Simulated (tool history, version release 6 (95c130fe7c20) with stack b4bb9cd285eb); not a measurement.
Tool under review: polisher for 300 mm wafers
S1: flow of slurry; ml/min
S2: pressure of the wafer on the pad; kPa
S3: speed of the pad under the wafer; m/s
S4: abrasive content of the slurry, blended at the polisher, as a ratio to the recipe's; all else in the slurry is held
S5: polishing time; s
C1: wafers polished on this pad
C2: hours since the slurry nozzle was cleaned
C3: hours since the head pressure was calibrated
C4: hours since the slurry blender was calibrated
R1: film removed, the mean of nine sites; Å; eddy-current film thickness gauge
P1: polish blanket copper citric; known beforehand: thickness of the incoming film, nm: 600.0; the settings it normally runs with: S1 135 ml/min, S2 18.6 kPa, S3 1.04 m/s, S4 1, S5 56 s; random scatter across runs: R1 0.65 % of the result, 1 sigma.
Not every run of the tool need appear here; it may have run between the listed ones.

| run | day | S1 | S2 | S3 | S4 | S5 | C1 | C2 | C3 | C4 | R1 |
|---|---|---|---|---|---|---|---|---|---|---|---|
| 1 | 0.225 | 135 | 18.6 | 1.04 | 1 | 56 | 335 | 70.8 | 389.2 | 321.6 | 972.02 |
| 2 | 0.371 | 135 | 18.6 | 1.58 | 1 | 56 | 362 | 74.3 | 392.7 | 325.1 | 1468 |
| 3 | 0.662 | 135 | 23.4 | 1.58 | 1 | 56 | 414 | 81.3 | 399.7 | 332.1 | 1845.6 |
| 4 | 0.867 | 135 | 18.6 | 1.04 | 1 | 56 | 451 | 86.2 | 404.6 | 337 | 975.58 |
| 5 | 1.092 | 135 | 18.6 | 0.5 | 1 | 56 | 492 | 91.6 | 410 | 342.4 | 485.51 |
| 6 | 1.258 | 135 | 27.6 | 1.04 | 1 | 56 | 522 | 95.6 | 414 | 346.4 | 1428.2 |
| 7 | 1.483 | 135 | 10.3 | 1.04 | 1 | 56 | 562 | 101 | 419.4 | 351.8 | 544.1 |
| 8 | 1.746 | 80 | 18.6 | 1.04 | 1 | 56 | 609 | 107.3 | 425.7 | 358.1 | 855.45 |
| 9 | 1.938 | 135 | 18.6 | 1.04 | 1.45 | 56 | 644 | 111.9 | 430.3 | 362.7 | 1056 |
| 10 | 2.117 | 135 | 18.6 | 1.04 | 1 | 56 | 676 | 116.2 | 434.6 | 367 | 967.5 |
| 11 | 2.429 | 170 | 18.6 | 1.04 | 1 | 56 | 733 | 123.7 | 442.1 | 374.5 | 1006.5 |
| 12 | 2.633 | 135 | 18.6 | 1.04 | 1 | 56 | 769 | 128.6 | 447 | 379.4 | 959.6 |
| 13 | 2.783 | 135 | 18.6 | 1.04 | 1 | 76 | 796 | 132.2 | 450.6 | 383 | 1319.4 |
| 14 | 2.946 | 135 | 18.6 | 1.04 | 1 | 56 | 826 | 136.1 | 454.5 | 386.9 | 958.45 |
| 15 | 3.092 | 200 | 18.6 | 1.04 | 1.25 | 56 | 852 | 139.6 | 458 | 390.4 | 1074.2 |
| 16 | 3.254 | 135 | 18.6 | 1.04 | 1 | 56 | 881 | 143.5 | 461.9 | 394.3 | 974.21 |
| 17 | 3.508 | 135 | 18.6 | 1.04 | 1 | 56 | 927 | 149.6 | 468 | 400.4 | 965.42 |
| 18 | 3.808 | 135 | 18.6 | 1.04 | 1 | 42 | 981 | 156.8 | 475.2 | 407.6 | 729.05 |
|  | 3.858 | head pressure recalibrated |
| 19 | 4.108 | 135 | 18.6 | 1.04 | 0.7 | 56 | 1035 | 164 | 6.1 | 414.8 | 905.33 |
| 20 | 4.333 | 135 | 18.6 | 1.04 | 1 | 56 | 1076 | 169.4 | 11.5 | 420.2 | 965.53 |
| 21 | 4.629 | 135 | 18.6 | 1.04 | 1 | 56 | 1129 | 176.5 | 18.6 | 427.3 | 948.4 |
| 22 | 4.908 | 135 | 18.6 | 1.04 | 1 | 56 | 1180 | 183.2 | 25.3 | 434 | 932.72 |
| 23 | 5.129 | 135 | 18.6 | 1.04 | 1 | 56 | 1219 | 188.5 | 30.6 | 439.3 | 919.13 |
| 24 | 5.275 | 135 | 18.6 | 1.04 | 1 | 56 | 1246 | 192 | 34.1 | 442.8 | 928.67 |
| 25 | 5.479 | 135 | 18.6 | 1.04 | 1 | 56 | 1282 | 196.9 | 39 | 447.7 | 915.57 |
|  | 5.608 | slurry blender recalibrated |
| 26 | 5.688 | 135 | 18.6 | 1.04 | 1 | 56 | 1320 | 201.9 | 44 | 2 | 907.06 |
|  | 5.708 | head pressure recalibrated |
| 27 | 5.858 | 135 | 18.6 | 1.04 | 1 | 56 | 1351 | 206 | 3.6 | 6.1 | 906.15 |
| 28 | 6.133 | 135 | 18.6 | 1.04 | 1 | 56 | 1400 | 212.6 | 10.2 | 12.7 | 905.9 |
| 29 | 6.317 | 135 | 18.6 | 1.04 | 1 | 56 | 1433 | 217 | 14.6 | 17.1 | 909.86 |
| 30 | 6.579 | 135 | 18.6 | 1.04 | 1 | 56 | 1481 | 223.3 | 20.9 | 23.4 | 902.54 |

What P1 gives has crept away from where it was. These 2 causes fit the log equally well, each at the size given:
A: removal rate lost through wear of the pad, % = 6.93
B: slurry flow missing at the pad, % = 27.8
Onset of the creep was near day 4.333.
Each remaining cause and why it is not a fit:
head's pressure below its setpoint, %: serviced at day 5.708, which brought nothing back
abrasive missing from the slurry, %: serviced at day 5.608, which brought nothing back

Which of the check runs below tells the causes apart, meaning the causes would give it clearly different results? Each run uses 2 wafers whose results are averaged, and each result is shown as a question mark.
| check 1 | 6.842 | 80 | 18.6 | 1.54 | 1 | 56 |  |  |  |  | ? |
| check 2 | 6.842 | 135 | 12.4 | 1.04 | 1 | 56 |  |  |  |  | ? |
| check 3 | 6.842 | 135 | 18.6 | 1.28 | 1 | 56 |  |  |  |  | ? |
| check 4 | 6.842 | 135 | 24.8 | 1.04 | 1.4 | 56 |  |  |  |  | ? |

What each check would give under each cause:
| check | result | if A | if B |
|---|---|---|---|
| check 1 | R1 | 1168.4 | 1121.6 |
| check 2 | R1 | 609.6 | 609.67 |
| check 3 | R1 | 1105.8 | 1105.9 |
| check 4 | R1 | 1287.3 | 1287.4 |
Minimum pairwise separation of causes per check, each pair taken at its best-separating result: check 1 4.08 %; check 2 0.01 %; check 3 0.01 %; check 4 0.01 %
The causes can be told apart only by check 1. The other checks would give nearly the same results under each of them.

Check 1 was then run and gave: R1 1124.5 Å. Which cause is it?

It was cause B: slurry flow missing at the pad, %.
